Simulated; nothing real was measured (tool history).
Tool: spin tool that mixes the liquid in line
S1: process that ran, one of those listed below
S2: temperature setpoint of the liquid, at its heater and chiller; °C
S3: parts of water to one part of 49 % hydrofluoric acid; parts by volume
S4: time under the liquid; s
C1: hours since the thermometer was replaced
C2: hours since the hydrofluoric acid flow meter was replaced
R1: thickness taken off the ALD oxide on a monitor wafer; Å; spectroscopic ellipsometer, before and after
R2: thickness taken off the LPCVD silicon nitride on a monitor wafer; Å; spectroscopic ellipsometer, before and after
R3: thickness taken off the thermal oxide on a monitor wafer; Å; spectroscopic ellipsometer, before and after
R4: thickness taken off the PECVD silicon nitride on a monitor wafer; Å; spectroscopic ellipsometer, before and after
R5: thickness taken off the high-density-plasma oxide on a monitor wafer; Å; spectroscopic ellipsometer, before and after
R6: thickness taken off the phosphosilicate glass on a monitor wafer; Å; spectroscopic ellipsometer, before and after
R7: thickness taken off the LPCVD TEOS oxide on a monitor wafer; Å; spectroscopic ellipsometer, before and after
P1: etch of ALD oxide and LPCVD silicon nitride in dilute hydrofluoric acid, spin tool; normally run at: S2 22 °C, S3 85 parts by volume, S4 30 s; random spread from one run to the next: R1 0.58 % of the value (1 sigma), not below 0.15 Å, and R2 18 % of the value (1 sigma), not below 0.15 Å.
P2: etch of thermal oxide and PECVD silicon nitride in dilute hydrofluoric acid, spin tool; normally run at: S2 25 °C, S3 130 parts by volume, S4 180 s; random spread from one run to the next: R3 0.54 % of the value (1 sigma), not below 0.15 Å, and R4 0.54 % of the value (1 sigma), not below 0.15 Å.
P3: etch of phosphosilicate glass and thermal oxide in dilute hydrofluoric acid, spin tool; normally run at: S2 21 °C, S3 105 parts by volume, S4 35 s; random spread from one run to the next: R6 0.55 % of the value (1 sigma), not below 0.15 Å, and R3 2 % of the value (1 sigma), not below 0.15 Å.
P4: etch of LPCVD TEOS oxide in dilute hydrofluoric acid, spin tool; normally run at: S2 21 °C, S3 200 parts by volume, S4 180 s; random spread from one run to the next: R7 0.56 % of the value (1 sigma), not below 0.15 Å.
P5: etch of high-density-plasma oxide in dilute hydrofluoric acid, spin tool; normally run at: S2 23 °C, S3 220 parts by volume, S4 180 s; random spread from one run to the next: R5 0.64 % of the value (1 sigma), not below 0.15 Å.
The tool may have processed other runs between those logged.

| run | hour | S1 | S2 | S3 | S4 | C1 | C2 | R1 | R2 | R3 | R4 | R5 | R6 | R7 |
|---|---|---|---|---|---|---|---|---|---|---|---|---|---|---|
| 1 | 12.9 | P1 | 22 | 85 | 30 | 388.7 | 604.2 | 55.385 | 1.8299 |  |  |  |  |  |
| 2 | 23.1 | P1 | 22 | 85 | 30 | 398.9 | 614.4 | 55.622 | 1.1601 |  |  |  |  |  |
| 3 | 31.9 | P2 | 25 | 225 | 180 | 407.7 | 623.2 |  |  | 35.574 | 23.684 |  |  |  |
| 4 | 40.7 | P5 | 17.5 | 220 | 180 | 416.5 | 632 |  |  |  |  | 27.841 |  |  |
| 5 | 48.9 | P2 | 25 | 130 | 180 | 424.7 | 640.2 |  |  | 67.808 | 40.694 |  |  |  |
| 6 | 65.1 | P5 | 23 | 220 | 180 | 440.9 | 656.4 |  |  |  |  | 34.679 |  |  |
| 7 | 80.3 | P1 | 22 | 85 | 15 | 456.1 | 671.6 | 27.696 | 0.72846 |  |  |  |  |  |
| 8 | 95.2 | P3 | 21 | 105 | 35 | 471 | 686.5 |  |  | 12.986 |  |  | 582.59 |  |
| 9 | 106.8 | P3 | 27.5 | 105 | 35 | 482.6 | 698.1 |  |  | 18.61 |  |  | 755.14 |  |
| 10 | 121.6 | P2 | 32.5 | 130 | 180 | 497.4 | 712.9 |  |  | 89.759 | 65.337 |  |  |  |
| 11 | 133.4 | P2 | 25 | 130 | 180 | 509.2 | 724.7 |  |  | 68.828 | 40.686 |  |  |  |
| 12 | 145.9 | P2 | 25 | 130 | 360 | 521.7 | 737.2 |  |  | 135.97 | 80.603 |  |  |  |
| 13 | 155 | P4 | 26.5 | 200 | 180 | 530.8 | 746.3 |  |  |  |  |  |  | 191.84 |
| 14 | 164.5 | P5 | 23 | 220 | 180 | 540.3 | 755.8 |  |  |  |  | 34.318 |  |  |
| 15 | 173.7 | P1 | 22 | 85 | 30 | 549.5 | 765 | 55.426 | 1.8855 |  |  |  |  |  |
| 16 | 187 | P3 | 21 | 105 | 15 | 562.8 | 778.3 |  |  | 5.6725 |  |  | 250.36 |  |
| 17 | 198.4 | P1 | 22 | 30 | 30 | 574.2 | 789.7 | 168.22 | 4.81 |  |  |  |  |  |
| 18 | 214.5 | P1 | 22 | 85 | 30 | 590.3 | 805.8 | 55.607 | 1.329 |  |  |  |  |  |
| 19 | 228.4 | P4 | 21 | 200 | 180 | 604.2 | 819.7 |  |  |  |  |  |  | 156.74 |
| 20 | 242.2 | P4 | 21 | 200 | 180 | 618 | 833.5 |  |  |  |  |  |  | 155.53 |
| 21 | 251.1 | P5 | 23 | 40 | 180 | 626.9 | 842.4 |  |  |  |  | 229.7 |  |  |
| 22 | 260.2 | P5 | 23 | 220 | 315 | 636 | 851.5 |  |  |  |  | 59.542 |  |  |
| 23 | 277.1 | P1 | 17 | 85 | 30 | 652.9 | 868.4 | 45.565 | 1.099 |  |  |  |  |  |
| 24 | 288.6 | P1 | 22 | 85 | 60 | 664.4 | 879.9 | 111.16 | 2.7675 |  |  |  |  |  |
| 25 | 301 | P4 | 21 | 65 | 180 | 676.8 | 892.3 |  |  |  |  |  |  | 562.32 |
| 26 | 312.4 | P3 | 21 | 30 | 35 | 688.2 | 903.7 |  |  | 52.799 |  |  | 2249.3 |  |
| 27 | 321.6 | P1 | 22 | 130 | 30 | 697.4 | 912.9 | 34.825 | 1.1474 |  |  |  |  |  |
| 28 | 335.7 | P3 | 21 | 105 | 35 | 711.5 | 927 |  |  | 13.323 |  |  | 593.89 |  |
| 29 | 349.1 | P4 | 21 | 200 | 310 | 724.9 | 940.4 |  |  |  |  |  |  | 271.14 |
| 30 | 360.3 | P1 | 27 | 85 | 30 | 736.1 | 951.6 | 67.833 | 2.4497 |  |  |  |  |  |
| 31 | 374.3 | P1 | 22 | 55 | 60 | 750.1 | 965.6 | 178.06 | 5.2577 |  |  |  |  |  |
| 32 | 390.7 | P1 | 22 | 85 | 30 | 766.5 | 982 | 55.723 | 1.659 |  |  |  |  |  |
| 33 | 401.8 | P1 | 22 | 85 | 30 | 777.6 | 993.1 | 57.914 | 1.6496 |  |  |  |  |  |
| 34 | 410.4 | P1 | 22 | 85 | 30 | 786.2 | 1001.7 | 59.194 | 1.6915 |  |  |  |  |  |
| 35 | 418.8 | P1 | 22 | 85 | 30 | 794.6 | 1010.1 | 59.744 | 1.6424 |  |  |  |  |  |
| 36 | 428.4 | P1 | 22 | 85 | 30 | 804.2 | 1019.7 | 59.836 | 1.3554 |  |  |  |  |  |
| 37 | 444.2 | P1 | 22 | 85 | 30 | 820 | 1035.5 | 60.562 | 1.9711 |  |  |  |  |  |
| 38 | 457 | P1 | 22 | 85 | 30 | 832.8 | 1048.3 | 60.276 | 2.0683 |  |  |  |  |  |
| 39 | 465.2 | P1 | 22 | 85 | 30 | 841 | 1056.5 | 60.654 | 0.97964 |  |  |  |  |  |

P1 has crept away from where it was. The log is fitted equally well by each of these 2 causes, at the sizes shown:
A: hydrofluoric acid flow above the setpoint (%) = 8.49
B: liquid hotter than its thermometer reads (K) = 2.22
Onset of the creep was near hour 390.7.

Question marks stand in for the results of the 4 check runs listed below, each run on one wafer. Under which run would the listed causes show clearly different results?
| check 1 | 473.4 | P5 | 23 | 80 | 180 |  |  |  |  |  |  | ? |  |  |
| check 2 | 473.4 | P2 | 31 | 130 | 325 |  |  |  |  | ? | ? |  |  |  |
| check 3 | 473.4 | P4 | 26 | 75 | 180 |  |  |  |  |  |  |  |  | ? |
| check 4 | 473.4 | P3 | 24 | 105 | 15 |  |  |  |  | ? |  |  | ? |  |

What each check would give under each cause:
| check | result | if A | if B |
|---|---|---|---|
| check 1 | R5 | 119.8 | 119.79 |
| check 2 | R3 | 168.9 | 166.19 |
| check 2 | R4 | 116.02 | 122.23 |
| check 3 | R7 | 641.01 | 639.64 |
| check 4 | R3 | 7.293 | 7.2576 |
| check 4 | R6 | 311.43 | 309.92 |
Per-check spread between the two closest causes, in the result where they differ most: check 1 0.01 %; check 2 5.21 %; check 3 0.22 %; check 4 0.49 %
Of the check runs offered, only check 2 discriminates between the causes; the rest would read about the same regardless of which cause applies.

Here is what check 2 returned: R3 166.2 Å; R4 122.33 Å. Which cause is it?

It was cause B: liquid hotter than its thermometer reads (K).
